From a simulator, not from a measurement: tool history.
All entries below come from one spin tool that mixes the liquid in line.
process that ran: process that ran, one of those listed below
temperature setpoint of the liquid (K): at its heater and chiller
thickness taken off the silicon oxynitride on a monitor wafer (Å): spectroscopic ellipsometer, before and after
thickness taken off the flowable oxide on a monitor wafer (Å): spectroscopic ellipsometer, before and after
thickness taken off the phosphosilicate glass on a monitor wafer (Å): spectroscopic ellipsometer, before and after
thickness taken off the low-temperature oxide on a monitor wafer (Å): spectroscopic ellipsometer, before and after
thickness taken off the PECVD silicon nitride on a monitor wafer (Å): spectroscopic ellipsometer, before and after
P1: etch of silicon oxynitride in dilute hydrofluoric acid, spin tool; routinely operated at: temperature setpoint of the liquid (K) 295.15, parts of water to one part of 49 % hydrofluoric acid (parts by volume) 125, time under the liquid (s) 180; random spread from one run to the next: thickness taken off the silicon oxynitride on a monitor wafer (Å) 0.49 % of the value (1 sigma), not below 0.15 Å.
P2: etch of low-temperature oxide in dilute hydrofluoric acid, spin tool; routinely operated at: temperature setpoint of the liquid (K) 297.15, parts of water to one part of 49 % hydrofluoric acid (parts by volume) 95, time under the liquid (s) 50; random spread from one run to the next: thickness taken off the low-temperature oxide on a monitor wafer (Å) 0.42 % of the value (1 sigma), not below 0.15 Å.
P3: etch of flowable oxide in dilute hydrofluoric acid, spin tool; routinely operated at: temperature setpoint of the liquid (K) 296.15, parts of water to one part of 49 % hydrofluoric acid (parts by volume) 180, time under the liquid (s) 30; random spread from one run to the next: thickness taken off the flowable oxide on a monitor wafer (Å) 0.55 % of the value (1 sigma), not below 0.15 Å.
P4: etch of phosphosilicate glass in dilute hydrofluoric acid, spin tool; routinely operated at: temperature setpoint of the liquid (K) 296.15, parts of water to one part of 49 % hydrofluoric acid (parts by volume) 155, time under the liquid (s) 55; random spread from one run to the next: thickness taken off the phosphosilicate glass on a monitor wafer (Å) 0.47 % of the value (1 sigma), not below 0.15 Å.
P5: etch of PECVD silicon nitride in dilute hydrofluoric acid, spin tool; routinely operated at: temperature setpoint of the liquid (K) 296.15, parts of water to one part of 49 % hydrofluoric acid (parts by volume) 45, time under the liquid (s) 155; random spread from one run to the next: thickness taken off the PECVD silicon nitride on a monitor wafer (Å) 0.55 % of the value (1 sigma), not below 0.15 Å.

run,hour,process that ran,temperature setpoint of the liquid (K),parts of water to one part of 49 % hydrofluoric acid (parts by volume),time under the liquid (s),thickness taken off the silicon oxynitride on a monitor wafer (Å),thickness taken off the flowable oxide on a monitor wafer (Å),thickness taken off the phosphosilicate glass on a monitor wafer (Å),thickness taken off the low-temperature oxide on a monitor wafer (Å),thickness taken off the PECVD silicon nitride on a monitor wafer (Å)
1,15.8,P1,295.15,125,180,58.666,,,,
2,24.2,P1,290.15,125,180,46.316,,,,
3,32.2,P3,296.15,180,55,,92.898,,,
4,41.7,P1,295.15,125,300,99.821,,,,
5,53.4,P4,302.65,155,55,,,289.17,,
6,67.2,P3,296.15,180,30,,50.012,,,
7,74.4,P1,295.15,125,180,59.582,,,,
# hour 84: hydrofluoric acid flow meter replaced
8,87.7,P4,296.15,35,55,,,1173.1,,
9,94.7,P1,302.65,125,180,83.177,,,,
10,102.6,P1,295.15,30,180,264.43,,,,
11,113.2,P1,295.15,125,180,59.212,,,,
12,125,P2,297.15,95,50,,,,57.289,
13,135.1,P2,297.15,95,15,,,,17.111,
14,147.8,P3,296.15,40,30,,266.3,,,
15,162.8,P2,292.15,95,50,,,,46.58,
16,175.1,P5,296.15,45,275,,,,,252.49
17,190.3,P4,296.15,155,55,,,227.98,,
18,202.7,P5,296.15,45,155,,,,,144.13
19,213.7,P2,297.15,20,50,,,,297.75,
20,221.6,P5,296.15,45,155,,,,,142.23
21,231.1,P4,296.15,155,90,,,369.1,,
22,242.8,P1,295.15,170,180,42.32,,,,
23,249.9,P1,295.15,125,55,18.081,,,,
24,265.4,P5,303.15,45,155,,,,,227.48
25,272.8,P3,296.15,180,30,,50.51,,,
26,284,P1,295.15,125,180,58.568,,,,
27,297.3,P1,295.15,185,100,21.054,,,,
28,309,P1,303.15,170,180,59.175,,,,
29,317.9,P4,296.15,155,55,,,226.4,,
30,325,P1,300.15,125,80,33.194,,,,
31,334.6,P5,296.15,70,155,,,,,92.517
32,343.8,P3,290.15,180,30,,39.86,,,
33,350.8,P1,295.15,125,180,59.444,,,,
34,365.9,P1,295.15,125,180,56.972,,,,
35,376.4,P1,295.15,125,180,56.574,,,,
36,391.5,P1,295.15,125,180,56.12,,,,
37,402.3,P1,295.15,125,180,55.996,,,,
38,417.5,P1,295.15,125,180,55.115,,,,
39,427,P1,295.15,125,180,54.829,,,,
40,437,P1,295.15,125,180,54.69,,,,
41,449.7,P1,295.15,125,180,54.437,,,,
42,459.8,P1,295.15,125,180,54.704,,,,
43,474.6,P1,295.15,125,180,54.554,,,,

P1 has crept away from where it was. The log is fitted equally well by each of these 2 causes, at the sizes shown:
A: liquid colder than its thermometer reads (K) = 1.71
B: hydrofluoric acid flow below the setpoint (%) = 7.16
Creep in the process output first set in at about hour 350.8.

Each of the 4 check runs below uses one wafer; its results are left as question marks. Which run tells the causes apart?
check 1,489.4,P4,301.15,40,55,,,?,,
check 2,489.4,P2,293.65,95,50,,,,?,
check 3,489.4,P3,290.15,60,30,,?,,,
check 4,489.4,P5,296.15,60,260,,,,,?

If the cause were each of the candidates in turn, the checks would give the following:
check,result,if A,if B
check 1,thickness taken off the phosphosilicate glass on a monitor wafer (Å),1155.2,1144.3
check 2,thickness taken off the low-temperature oxide on a monitor wafer (Å),46.127,45.579
check 3,thickness taken off the flowable oxide on a monitor wafer (Å),125.35,124.72
check 4,thickness taken off the PECVD silicon nitride on a monitor wafer (Å),160.7,167.85
Distance between the nearest two causes, measured in the result of the check that separates them most: check 1 0.95 %; check 2 1.19 %; check 3 0.5 %; check 4 4.35 %
The causes can be told apart only by check 4. The other checks would give nearly the same results under each of them.

Check 4 was then run and gave: thickness taken off the PECVD silicon nitride on a monitor wafer (Å) 162.16. Which cause is it?

It is A: liquid colder than its thermometer reads (K).
